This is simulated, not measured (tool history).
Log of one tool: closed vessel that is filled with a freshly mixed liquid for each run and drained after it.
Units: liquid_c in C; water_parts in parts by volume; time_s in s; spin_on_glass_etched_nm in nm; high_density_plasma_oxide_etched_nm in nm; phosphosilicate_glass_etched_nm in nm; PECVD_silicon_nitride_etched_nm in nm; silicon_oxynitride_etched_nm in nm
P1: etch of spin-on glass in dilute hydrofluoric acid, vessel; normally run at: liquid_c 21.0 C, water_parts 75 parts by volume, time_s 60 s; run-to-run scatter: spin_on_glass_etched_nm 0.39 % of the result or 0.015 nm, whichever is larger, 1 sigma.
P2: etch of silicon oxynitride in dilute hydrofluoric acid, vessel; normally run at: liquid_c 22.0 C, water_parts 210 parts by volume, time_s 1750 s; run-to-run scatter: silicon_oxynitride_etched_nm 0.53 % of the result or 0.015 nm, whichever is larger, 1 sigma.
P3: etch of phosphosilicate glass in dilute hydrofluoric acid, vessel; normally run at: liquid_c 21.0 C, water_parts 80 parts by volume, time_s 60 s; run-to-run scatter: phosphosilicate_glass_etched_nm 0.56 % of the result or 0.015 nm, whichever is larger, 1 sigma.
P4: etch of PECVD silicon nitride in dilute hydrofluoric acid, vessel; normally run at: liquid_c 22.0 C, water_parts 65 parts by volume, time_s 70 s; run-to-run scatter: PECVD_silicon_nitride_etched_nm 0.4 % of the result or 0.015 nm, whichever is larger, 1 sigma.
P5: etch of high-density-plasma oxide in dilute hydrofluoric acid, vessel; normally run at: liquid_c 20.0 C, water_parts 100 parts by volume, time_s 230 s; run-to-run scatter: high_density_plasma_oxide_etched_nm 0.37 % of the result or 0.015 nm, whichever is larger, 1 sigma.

| run | hour | process | liquid_c | water_parts | time_s | spin_on_glass_etched_nm | high_density_plasma_oxide_etched_nm | phosphosilicate_glass_etched_nm | PECVD_silicon_nitride_etched_nm | silicon_oxynitride_etched_nm |
|---|---|---|---|---|---|---|---|---|---|---|
| 1 | 9.2 | P1 | 21.0 | 75 | 60 | 26.523 |  |  |  |  |
| 2 | 18.8 | P5 | 17.0 | 100 | 230 |  | 8.5101 |  |  |  |
| 3 | 28.2 | P1 | 21.0 | 75 | 110 | 48.878 |  |  |  |  |
| 4 | 33.4 | P3 | 21.0 | 80 | 60 |  |  | 97.156 |  |  |
| 5 | 39.7 | P4 | 17.0 | 65 | 70 |  |  |  | 3.7235 |  |
| 6 | 48.1 | P2 | 28.5 | 210 | 1750 |  |  |  |  | 44.002 |
| 7 | 57.6 | P2 | 22.0 | 210 | 2825 |  |  |  |  | 53.143 |
| 8 | 65.1 | P3 | 26.0 | 80 | 60 |  |  | 117.500 |  |  |
| 9 | 73.2 | P1 | 21.0 | 75 | 60 | 26.613 |  |  |  |  |
| 10 | 77.7 | P3 | 21.0 | 125 | 60 |  |  | 58.415 |  |  |
| 11 | 82.0 | P5 | 20.0 | 100 | 230 |  | 9.6747 |  |  |  |
| 12 | 90.2 | P1 | 28.0 | 75 | 60 | 35.291 |  |  |  |  |
| 13 | 96.6 | P1 | 21.0 | 75 | 60 | 26.767 |  |  |  |  |
| 14 | 105.4 | P1 | 21.0 | 75 | 60 | 26.713 |  |  |  |  |
| 15 | 111.1 | P3 | 21.0 | 80 | 115 |  |  | 184.570 |  |  |
| 16 | 119.0 | P1 | 21.0 | 20 | 60 | 106.420 |  |  |  |  |
| 17 | 125.4 | P1 | 21.0 | 75 | 60 | 26.408 |  |  |  |  |
| 18 | 130.5 | P2 | 22.0 | 210 | 1750 |  |  |  |  | 32.824 |
| 19 | 137.9 | P2 | 22.0 | 210 | 1750 |  |  |  |  | 32.766 |
| 20 | 145.2 | P2 | 22.0 | 375 | 1750 |  |  |  |  | 16.352 |
|  | 147.0 | thermometer replaced |
| 21 | 152.8 | P5 | 20.0 | 175 | 230 |  | 5.1133 |  |  |  |
| 22 | 160.2 | P1 | 17.0 | 75 | 60 | 22.552 |  |  |  |  |
| 23 | 165.8 | P4 | 22.0 | 65 | 70 |  |  |  | 5.2737 |  |
| 24 | 171.7 | P1 | 17.0 | 25 | 60 | 71.419 |  |  |  |  |
| 25 | 177.5 | P4 | 22.0 | 65 | 70 |  |  |  | 5.2758 |  |
| 26 | 185.5 | P5 | 20.0 | 100 | 40 |  | 1.7086 |  |  |  |
| 27 | 190.3 | P1 | 21.0 | 75 | 30 | 13.364 |  |  |  |  |
| 28 | 195.5 | P4 | 22.0 | 30 | 70 |  |  |  | 11.1980 |  |
| 29 | 200.4 | P1 | 21.0 | 120 | 60 | 15.770 |  |  |  |  |
| 30 | 207.4 | P4 | 22.0 | 65 | 30 |  |  |  | 2.2606 |  |
| 31 | 216.4 | P1 | 21.0 | 75 | 60 | 26.725 |  |  |  |  |
| 32 | 222.9 | P1 | 21.0 | 75 | 60 | 26.545 |  |  |  |  |
| 33 | 229.2 | P1 | 21.0 | 75 | 60 | 27.622 |  |  |  |  |
| 34 | 234.9 | P1 | 21.0 | 75 | 60 | 28.478 |  |  |  |  |
| 35 | 243.7 | P1 | 21.0 | 75 | 60 | 28.522 |  |  |  |  |
| 36 | 249.5 | P1 | 21.0 | 75 | 60 | 28.811 |  |  |  |  |
| 37 | 258.1 | P1 | 21.0 | 75 | 60 | 28.980 |  |  |  |  |
| 38 | 262.7 | P1 | 21.0 | 75 | 60 | 29.222 |  |  |  |  |

What P1 gives has crept away from where it was. These 2 causes fit the log equally well, each at the size given:
A: liquid hotter than its thermometer reads (K) = 2.16
B: hydrofluoric acid flow above the setpoint (%) = 8.47
The creep began at about hour 222.9.

4 check runs are offered, one wafer each, their results left as question marks. Which one tells the causes apart?
| check 1 | 267.3 | P5 | 20.0 | 100 | 230 |  | ? |  |  |  |
| check 2 | 267.3 | P2 | 22.0 | 210 | 1750 |  |  |  |  | ? |
| check 3 | 267.3 | P3 | 21.0 | 80 | 60 |  |  | ? |  |  |
| check 4 | 267.3 | P4 | 22.0 | 65 | 70 |  |  |  | ? |  |

What each check would give under each cause:
| check | result | if A | if B |
|---|---|---|---|
| check 1 | high_density_plasma_oxide_etched_nm | 10.5550 | 10.5780 |
| check 2 | silicon_oxynitride_etched_nm | 36.182 | 36.039 |
| check 3 | phosphosilicate_glass_etched_nm | 105.990 | 106.040 |
| check 4 | PECVD_silicon_nitride_etched_nm | 6.0981 | 5.7084 |
How far apart the two closest causes lie, in the result that separates them most: check 1 0.22 %; check 2 0.39 %; check 3 0.05 %; check 4 6.6 %
Only check 4 tells the causes apart: in the others they would give nearly the same result.

Check 4 was then run and gave: PECVD_silicon_nitride_etched_nm 6.1268 nm. Which cause is it?

It is A: liquid hotter than its thermometer reads (K).
